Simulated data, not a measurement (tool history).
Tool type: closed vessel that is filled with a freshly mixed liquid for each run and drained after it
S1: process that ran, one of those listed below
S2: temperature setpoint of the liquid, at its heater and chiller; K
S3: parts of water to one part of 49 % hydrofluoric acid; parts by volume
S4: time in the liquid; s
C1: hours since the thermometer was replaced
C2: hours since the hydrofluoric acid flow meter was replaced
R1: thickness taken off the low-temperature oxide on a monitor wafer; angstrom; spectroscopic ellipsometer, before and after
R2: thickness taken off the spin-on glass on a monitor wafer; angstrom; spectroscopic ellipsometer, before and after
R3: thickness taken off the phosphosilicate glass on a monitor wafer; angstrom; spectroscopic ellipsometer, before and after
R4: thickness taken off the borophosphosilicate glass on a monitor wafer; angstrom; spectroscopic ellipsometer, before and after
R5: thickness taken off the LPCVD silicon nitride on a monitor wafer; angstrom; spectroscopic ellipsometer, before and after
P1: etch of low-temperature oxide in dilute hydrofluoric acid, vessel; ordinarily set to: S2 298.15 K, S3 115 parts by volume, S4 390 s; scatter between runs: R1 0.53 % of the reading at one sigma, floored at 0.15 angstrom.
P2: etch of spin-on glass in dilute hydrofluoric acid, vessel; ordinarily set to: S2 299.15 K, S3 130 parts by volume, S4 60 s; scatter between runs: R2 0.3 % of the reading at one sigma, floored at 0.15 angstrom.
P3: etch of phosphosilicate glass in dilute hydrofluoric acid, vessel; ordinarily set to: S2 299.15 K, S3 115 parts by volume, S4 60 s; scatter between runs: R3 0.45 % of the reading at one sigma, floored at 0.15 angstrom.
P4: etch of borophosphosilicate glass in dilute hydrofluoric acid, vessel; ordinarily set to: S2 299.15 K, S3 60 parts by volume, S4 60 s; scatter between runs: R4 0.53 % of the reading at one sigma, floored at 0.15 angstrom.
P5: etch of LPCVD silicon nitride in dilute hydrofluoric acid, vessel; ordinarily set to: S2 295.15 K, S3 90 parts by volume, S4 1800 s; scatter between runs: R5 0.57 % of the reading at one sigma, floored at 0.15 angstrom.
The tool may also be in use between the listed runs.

run 1 day=0.483 | S1=P1 S2=298.15 S3=115 S4=390 | C1=1585.1 C2=878.6 | R1=557.75
run 2 day=1.133 | S1=P2 S2=299.15 S3=130 S4=115 | C1=1600.7 C2=894.2 | R2=455.56
run 3 day=1.696 | S1=P3 S2=299.15 S3=115 S4=60 | C1=1614.2 C2=907.7 | R3=404.05
run 4 day=2.162 | S1=P4 S2=299.15 S3=35 S4=60 | C1=1625.4 C2=918.9 | R4=839.30
run 5 day=2.588 | S1=P1 S2=298.15 S3=115 S4=390 | C1=1635.6 C2=929.1 | R1=559.76
run 6 day=3.100 | S1=P3 S2=299.15 S3=20 S4=60 | C1=1647.9 C2=941.4 | R3=2651.40
run 7 day=3.483 | S1=P1 S2=293.15 S3=115 S4=390 | C1=1657.1 C2=950.6 | R1=457.23
run 8 day=3.783 | S1=P5 S2=295.15 S3=90 S4=3195 | C1=1664.3 C2=957.8 | R5=160.070
run 9 day=4.262 | S1=P1 S2=305.15 S3=190 S4=390 | C1=1675.8 C2=969.3 | R1=401.64
run 10 day=4.542 | S1=P3 S2=299.15 S3=115 S4=85 | C1=1682.5 C2=976.0 | R3=568.89
run 11 day=4.946 | S1=P1 S2=298.15 S3=115 S4=390 | C1=1692.2 C2=985.7 | R1=559.72
run 12 day=5.438 | S1=P5 S2=295.15 S3=90 S4=1800 | C1=1704.0 C2=997.5 | R5=90.285
run 13 day=5.858 | S1=P4 S2=299.15 S3=60 S4=100 | C1=1714.1 C2=1007.6 | R4=790.91
run 14 day=6.221 | S1=P5 S2=298.65 S3=90 S4=1800 | C1=1722.8 C2=1016.3 | R5=113.300
run 15 day=6.746 | S1=P2 S2=299.15 S3=130 S4=60 | C1=1735.4 C2=1028.9 | R2=238.18
run 16 day=7.083 | S1=P1 S2=304.65 S3=115 S4=390 | C1=1743.5 C2=1037.0 | R1=725.12
run 17 day=7.629 | S1=P5 S2=295.15 S3=90 S4=1800 | C1=1756.6 C2=1050.1 | R5=90.560
run 18 day=8.238 | S1=P3 S2=299.15 S3=115 S4=60 | C1=1771.2 C2=1064.7 | R3=402.69
run 19 day=8.738 | S1=P1 S2=298.15 S3=115 S4=390 | C1=1783.2 C2=1076.7 | R1=561.55
run 20 day=9.192 | S1=P5 S2=295.15 S3=155 S4=1800 | C1=1794.1 C2=1087.6 | R5=53.111
run 21 day=9.738 | S1=P1 S2=298.15 S3=65 S4=390 | C1=1807.2 C2=1100.7 | R1=1062.20
run 22 day=10.246 | S1=P2 S2=299.15 S3=130 S4=60 | C1=1819.4 C2=1112.9 | R2=237.27
run 23 day=10.621 | S1=P3 S2=291.65 S3=115 S4=60 | C1=1828.4 C2=1121.9 | R3=300.37
run 24 day=10.912 | S1=P1 S2=298.15 S3=115 S4=390 | C1=1835.4 C2=1128.9 | R1=560.72
run 25 day=11.458 | S1=P1 S2=298.15 S3=160 S4=390 | C1=1848.5 C2=1142.0 | R1=384.23
run 26 day=12.029 | S1=P2 S2=299.15 S3=220 S4=60 | C1=1862.2 C2=1155.7 | R2=125.71
run 27 day=12.333 | S1=P1 S2=298.15 S3=115 S4=185 | C1=1869.5 C2=1163.0 | R1=266.20
run 28 day=12.775 | S1=P1 S2=298.15 S3=115 S4=605 | C1=1880.1 C2=1173.6 | R1=871.06
run 29 day=13.092 | S1=P1 S2=293.15 S3=115 S4=170 | C1=1887.7 C2=1181.2 | R1=199.97
run 30 day=13.642 | S1=P1 S2=294.15 S3=115 S4=225 | C1=1900.9 C2=1194.4 | R1=277.99
run 31 day=14.029 | S1=P2 S2=304.15 S3=130 S4=60 | C1=1910.2 C2=1203.7 | R2=286.05
run 32 day=14.433 | S1=P4 S2=299.15 S3=60 S4=60 | C1=1919.9 C2=1213.4 | R4=474.66
run 33 day=14.779 | S1=P4 S2=292.65 S3=60 S4=60 | C1=1928.2 C2=1221.7 | R4=361.04
run 34 day=15.196 | S1=P1 S2=298.15 S3=115 S4=390 | C1=1938.2 C2=1231.7 | R1=566.03
run 35 day=15.654 | S1=P1 S2=298.15 S3=115 S4=390 | C1=1949.2 C2=1242.7 | R1=577.12
run 36 day=16.033 | S1=P1 S2=298.15 S3=115 S4=390 | C1=1958.3 C2=1251.8 | R1=593.12
run 37 day=16.454 | S1=P1 S2=298.15 S3=115 S4=390 | C1=1968.4 C2=1261.9 | R1=598.53
run 38 day=16.833 | S1=P1 S2=298.15 S3=115 S4=390 | C1=1977.5 C2=1271.0 | R1=603.66
run 39 day=17.217 | S1=P1 S2=298.15 S3=115 S4=390 | C1=1986.7 C2=1280.2 | R1=601.07
run 40 day=17.508 | S1=P1 S2=298.15 S3=115 S4=390 | C1=1993.7 C2=1287.2 | R1=608.04
run 41 day=17.858 | S1=P1 S2=298.15 S3=115 S4=390 | C1=2002.1 C2=1295.6 | R1=608.93
run 42 day=18.192 | S1=P1 S2=298.15 S3=115 S4=390 | C1=2010.1 C2=1303.6 | R1=605.69
run 43 day=18.800 | S1=P1 S2=298.15 S3=115 S4=390 | C1=2024.7 C2=1318.2 | R1=602.44

The log shows P1 creeping away from where it was. Any of the 2 causes listed here, at the size stated for it, fits the log just as well as the others:
A: hydrofluoric acid flow above the setpoint (%) = 7.07
B: liquid hotter than its thermometer reads (K) = 2.03
Onset of the creep was near day 15.196.

Question marks stand in for the results of the 4 check runs listed below, each run on one wafer. Under which run would the listed causes show clearly different results?
run check 1 day=19.408 | S1=P3 S2=299.15 S3=115 S4=60 | R3=?
run check 2 day=19.408 | S1=P2 S2=299.15 S3=130 S4=60 | R2=?
run check 3 day=19.408 | S1=P5 S2=295.15 S3=90 S4=1800 | R5=?
run check 4 day=19.408 | S1=P4 S2=299.15 S3=60 S4=60 | R4=?

Outcome of each check run for each possible cause:
check=check_1 result=R3 if_A=436.60 if_B=436.35
check=check_2 result=R2 if_A=257.01 if_B=256.37
check=check_3 result=R5 if_A=96.672 if_B=103.520
check=check_4 result=R4 if_A=508.98 if_B=512.62
Gap, in per cent, between the two causes that each check separates least, read from the result that separates them most: check 1 0.06 %; check 2 0.25 %; check 3 6.85 %; check 4 0.71 %
Check 3 tells the causes apart: in the others they would give nearly the same result.

With check 3 done, the readings were: R5 102.510 angstrom. Identify which of the listed causes applies.

The cause is B: liquid hotter than its thermometer reads (K).
